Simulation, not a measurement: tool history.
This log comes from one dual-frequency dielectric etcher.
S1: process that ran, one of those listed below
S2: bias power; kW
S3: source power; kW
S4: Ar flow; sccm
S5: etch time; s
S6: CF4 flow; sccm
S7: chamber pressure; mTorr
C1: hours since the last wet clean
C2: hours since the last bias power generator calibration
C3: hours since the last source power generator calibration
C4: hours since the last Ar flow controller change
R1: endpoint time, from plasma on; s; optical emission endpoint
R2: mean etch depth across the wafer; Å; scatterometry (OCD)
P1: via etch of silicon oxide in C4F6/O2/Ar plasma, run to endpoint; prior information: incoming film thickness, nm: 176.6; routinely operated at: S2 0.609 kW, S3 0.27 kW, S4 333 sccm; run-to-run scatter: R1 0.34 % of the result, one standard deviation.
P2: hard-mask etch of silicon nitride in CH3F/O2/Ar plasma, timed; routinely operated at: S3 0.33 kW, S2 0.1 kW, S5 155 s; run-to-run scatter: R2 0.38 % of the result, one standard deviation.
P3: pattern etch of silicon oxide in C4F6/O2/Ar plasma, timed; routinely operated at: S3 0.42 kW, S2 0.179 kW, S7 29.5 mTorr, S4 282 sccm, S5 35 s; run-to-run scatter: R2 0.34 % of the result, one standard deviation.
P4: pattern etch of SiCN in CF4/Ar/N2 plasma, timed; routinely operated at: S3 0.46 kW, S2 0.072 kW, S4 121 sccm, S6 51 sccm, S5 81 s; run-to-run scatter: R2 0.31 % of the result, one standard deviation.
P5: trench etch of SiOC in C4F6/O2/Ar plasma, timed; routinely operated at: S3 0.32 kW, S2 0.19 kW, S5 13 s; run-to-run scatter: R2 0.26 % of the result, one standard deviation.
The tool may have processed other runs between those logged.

{"run": 1, "hour": 4.5, "S1": "P1", "S2": 0.609, "S3": 0.27, "S4": 333, "C1": 345.7, "C2": 1446.5, "C3": 2560.1, "C4": 512.9, "R1": 43.491}
{"run": 2, "hour": 10.9, "S1": "P5", "S2": 0.19, "S3": 0.32, "S5": 19.5, "C1": 352.1, "C2": 1452.9, "C3": 2566.5, "C4": 519.3, "R2": 365.21}
{"run": 3, "hour": 17.8, "S1": "P4", "S2": 0.072, "S3": 0.46, "S4": 121, "S5": 112.5, "S6": 51, "C1": 359, "C2": 1459.8, "C3": 2573.4, "C4": 526.2, "R2": 921.1}
{"run": 4, "hour": 22.4, "S1": "P1", "S2": 0.609, "S3": 0.27, "S4": 460, "C1": 363.6, "C2": 1464.4, "C3": 2578, "C4": 530.8, "R1": 45.242}
{"run": 5, "hour": 28.4, "S1": "P5", "S2": 0.19, "S3": 0.32, "S5": 13, "C1": 369.6, "C2": 1470.4, "C3": 2584, "C4": 536.8, "R2": 245.22}
{"run": 6, "hour": 35.0, "S1": "P1", "S2": 0.482, "S3": 0.27, "S4": 333, "C1": 376.2, "C2": 1477, "C3": 2590.6, "C4": 543.4, "R1": 47.682}
{"run": 7, "hour": 44.8, "S1": "P3", "S2": 0.247, "S3": 0.42, "S4": 282, "S5": 35, "S7": 29.5, "C1": 386, "C2": 1486.8, "C3": 2600.4, "C4": 553.2, "R2": 1243.5}
{"run": 8, "hour": 51.3, "S1": "P3", "S2": 0.179, "S3": 0.42, "S4": 282, "S5": 35, "S7": 37, "C1": 392.5, "C2": 1493.3, "C3": 2606.9, "C4": 559.7, "R2": 1092.3}
{"run": 9, "hour": 60.9, "S1": "P4", "S2": 0.072, "S3": 0.27, "S4": 121, "S5": 81, "S6": 51, "C1": 402.1, "C2": 1502.9, "C3": 2616.5, "C4": 569.3, "R2": 419.56}
{"run": 10, "hour": 67.5, "S1": "P1", "S2": 0.609, "S3": 0.27, "S4": 333, "C1": 408.7, "C2": 1509.5, "C3": 2623.1, "C4": 575.9, "R1": 43.349}
{"hour": 71.7, "done": "Ar flow controller replaced"}
{"hour": 75.9, "done": "bias power generator calibrated"}
{"run": 11, "hour": 76.3, "S1": "P3", "S2": 0.179, "S3": 0.42, "S4": 282, "S5": 22.5, "S7": 29.5, "C1": 417.5, "C2": 0.5, "C3": 2631.9, "C4": 4.6, "R2": 723.63}
{"run": 12, "hour": 83.0, "S1": "P5", "S2": 0.19, "S3": 0.2, "S5": 13, "C1": 424.2, "C2": 7.2, "C3": 2638.6, "C4": 11.3, "R2": 205.37}
{"run": 13, "hour": 89.0, "S1": "P4", "S2": 0.043, "S3": 0.46, "S4": 121, "S5": 81, "S6": 51, "C1": 430.2, "C2": 13.2, "C3": 2644.6, "C4": 17.3, "R2": 555.14}
{"run": 14, "hour": 97.3, "S1": "P2", "S2": 0.1, "S3": 0.46, "S5": 155, "C1": 438.5, "C2": 21.5, "C3": 2652.9, "C4": 25.6, "R2": 1323.5}
{"run": 15, "hour": 105.0, "S1": "P3", "S2": 0.179, "S3": 0.52, "S4": 282, "S5": 35, "S7": 29.5, "C1": 446.2, "C2": 29.2, "C3": 2660.6, "C4": 33.3, "R2": 1215.2}
{"run": 16, "hour": 110.4, "S1": "P1", "S2": 0.609, "S3": 0.21, "S4": 333, "C1": 451.6, "C2": 34.6, "C3": 2666, "C4": 38.7, "R1": 47.463}
{"run": 17, "hour": 119.8, "S1": "P1", "S2": 0.609, "S3": 0.27, "S4": 263, "C1": 461, "C2": 44, "C3": 2675.4, "C4": 48.1, "R1": 42.243}
{"run": 18, "hour": 128.3, "S1": "P4", "S2": 0.072, "S3": 0.46, "S4": 121, "S5": 81, "S6": 62, "C1": 469.5, "C2": 52.5, "C3": 2683.9, "C4": 56.6, "R2": 686.39}
{"run": 19, "hour": 135.6, "S1": "P1", "S2": 0.609, "S3": 0.21, "S4": 424, "C1": 476.8, "C2": 59.8, "C3": 2691.2, "C4": 63.9, "R1": 48.858}
{"run": 20, "hour": 145.3, "S1": "P3", "S2": 0.179, "S3": 0.42, "S4": 175, "S5": 35, "S7": 29.5, "C1": 486.5, "C2": 69.5, "C3": 2700.9, "C4": 73.6, "R2": 1175.1}
{"run": 21, "hour": 154.8, "S1": "P5", "S2": 0.19, "S3": 0.32, "S5": 13, "C1": 496, "C2": 79, "C3": 2710.4, "C4": 83.1, "R2": 244.05}
{"run": 22, "hour": 161.3, "S1": "P3", "S2": 0.179, "S3": 0.42, "S4": 282, "S5": 35, "S7": 29.5, "C1": 502.5, "C2": 85.5, "C3": 2716.9, "C4": 89.6, "R2": 1117.1}
{"run": 23, "hour": 170.9, "S1": "P1", "S2": 0.609, "S3": 0.34, "S4": 333, "C1": 512.1, "C2": 95.1, "C3": 2726.5, "C4": 99.2, "R1": 39.965}
{"run": 24, "hour": 179.4, "S1": "P4", "S2": 0.072, "S3": 0.46, "S4": 168, "S5": 81, "S6": 51, "C1": 520.6, "C2": 103.6, "C3": 2735, "C4": 107.7, "R2": 627.77}
{"run": 25, "hour": 189.0, "S1": "P1", "S2": 0.609, "S3": 0.27, "S4": 333, "C1": 530.2, "C2": 113.2, "C3": 2744.6, "C4": 117.3, "R1": 43.522}
{"run": 26, "hour": 194.2, "S1": "P1", "S2": 0.609, "S3": 0.27, "S4": 333, "C1": 535.4, "C2": 118.4, "C3": 2749.8, "C4": 122.5, "R1": 43.391}
{"run": 27, "hour": 203.8, "S1": "P1", "S2": 0.786, "S3": 0.27, "S4": 333, "C1": 545, "C2": 128, "C3": 2759.4, "C4": 132.1, "R1": 39.035}
{"run": 28, "hour": 208.2, "S1": "P2", "S2": 0.1, "S3": 0.33, "S5": 120.5, "C1": 549.4, "C2": 132.4, "C3": 2763.8, "C4": 136.5, "R2": 899.78}

What will run 29 give?
{"run": 29, "hour": 215.3, "S1": "P2", "S2": 0.1, "S3": 0.33, "S5": 155, "C1": 556.5, "C2": 139.5, "C3": 2770.9, "C4": 143.6, "R2": "?"}

R2: 1165 Å
